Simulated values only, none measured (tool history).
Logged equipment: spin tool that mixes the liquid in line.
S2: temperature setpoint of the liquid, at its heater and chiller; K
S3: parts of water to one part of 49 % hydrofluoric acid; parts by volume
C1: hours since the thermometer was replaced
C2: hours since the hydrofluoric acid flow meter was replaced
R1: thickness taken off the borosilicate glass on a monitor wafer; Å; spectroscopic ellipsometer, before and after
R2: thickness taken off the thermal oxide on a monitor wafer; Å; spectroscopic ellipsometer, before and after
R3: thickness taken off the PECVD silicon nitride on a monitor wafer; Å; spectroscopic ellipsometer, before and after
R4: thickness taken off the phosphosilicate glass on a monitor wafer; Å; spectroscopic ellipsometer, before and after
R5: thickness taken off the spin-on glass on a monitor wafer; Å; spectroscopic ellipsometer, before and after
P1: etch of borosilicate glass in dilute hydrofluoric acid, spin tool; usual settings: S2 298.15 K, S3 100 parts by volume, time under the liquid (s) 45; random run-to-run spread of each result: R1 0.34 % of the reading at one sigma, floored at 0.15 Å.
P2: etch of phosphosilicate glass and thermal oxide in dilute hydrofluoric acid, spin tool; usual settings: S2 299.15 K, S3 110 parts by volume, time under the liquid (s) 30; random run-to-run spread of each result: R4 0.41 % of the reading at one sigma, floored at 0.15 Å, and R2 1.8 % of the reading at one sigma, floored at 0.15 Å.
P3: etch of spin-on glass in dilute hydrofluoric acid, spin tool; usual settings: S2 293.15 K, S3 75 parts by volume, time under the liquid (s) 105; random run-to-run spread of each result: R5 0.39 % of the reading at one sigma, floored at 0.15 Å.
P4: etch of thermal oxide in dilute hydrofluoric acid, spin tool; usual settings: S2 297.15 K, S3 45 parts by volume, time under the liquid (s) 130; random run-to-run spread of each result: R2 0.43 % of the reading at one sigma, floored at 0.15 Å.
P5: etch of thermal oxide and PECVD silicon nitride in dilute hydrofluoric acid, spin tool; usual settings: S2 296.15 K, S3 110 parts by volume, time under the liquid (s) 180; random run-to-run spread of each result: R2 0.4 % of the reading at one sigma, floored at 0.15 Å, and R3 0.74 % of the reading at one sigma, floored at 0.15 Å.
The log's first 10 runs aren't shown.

run 11 hour=89.5 | process_that_ran=P1 S2=298.15 S3=100 time_under_the_liquid_(s)=45 | C1=590.4 C2=833.3 | R1=172.21
run 12 hour=95.8 | process_that_ran=P3 S2=293.15 S3=75 time_under_the_liquid_(s)=105 | C1=596.7 C2=839.6 | R5=500.60
run 13 hour=106.0 | process_that_ran=P1 S2=298.15 S3=100 time_under_the_liquid_(s)=45 | C1=606.9 C2=849.8 | R1=171.69
run 14 hour=115.5 | process_that_ran=P1 S2=298.15 S3=100 time_under_the_liquid_(s)=45 | C1=616.4 C2=859.3 | R1=173.01
run 15 hour=124.4 | process_that_ran=P2 S2=299.15 S3=110 time_under_the_liquid_(s)=15 | C1=625.3 C2=868.2 | R2=6.9118 R4=279.05
run 16 hour=131.9 | process_that_ran=P2 S2=299.15 S3=110 time_under_the_liquid_(s)=30 | C1=632.8 C2=875.7 | R2=14.2470 R4=561.52
run 17 hour=142.9 | process_that_ran=P1 S2=301.65 S3=100 time_under_the_liquid_(s)=80 | C1=643.8 C2=886.7 | R1=351.90
run 18 hour=152.0 | process_that_ran=P1 S2=298.15 S3=100 time_under_the_liquid_(s)=45 | C1=652.9 C2=895.8 | R1=172.15
run 19 hour=157.5 | process_that_ran=P3 S2=293.15 S3=75 time_under_the_liquid_(s)=105 | C1=658.4 C2=901.3 | R5=503.58
run 20 hour=163.1 | process_that_ran=P3 S2=293.15 S3=75 time_under_the_liquid_(s)=40 | C1=664.0 C2=906.9 | R5=190.51
run 21 hour=168.7 | process_that_ran=P5 S2=300.65 S3=110 time_under_the_liquid_(s)=180 | C1=669.6 C2=912.5 | R2=88.9070 R3=46.3650
run 22 hour=175.3 | process_that_ran=P1 S2=298.15 S3=100 time_under_the_liquid_(s)=45 | C1=676.2 C2=919.1 | R1=171.81
run 23 hour=185.7 | process_that_ran=P3 S2=293.15 S3=115 time_under_the_liquid_(s)=105 | C1=686.6 C2=929.5 | R5=313.16

For run 24, what comes out?
run 24 hour=195.9 | process_that_ran=P1 S2=298.15 S3=155 time_under_the_liquid_(s)=45 | C1=696.8 C2=939.7 | R1=?

{"run 24": {"R1": 103.44}}
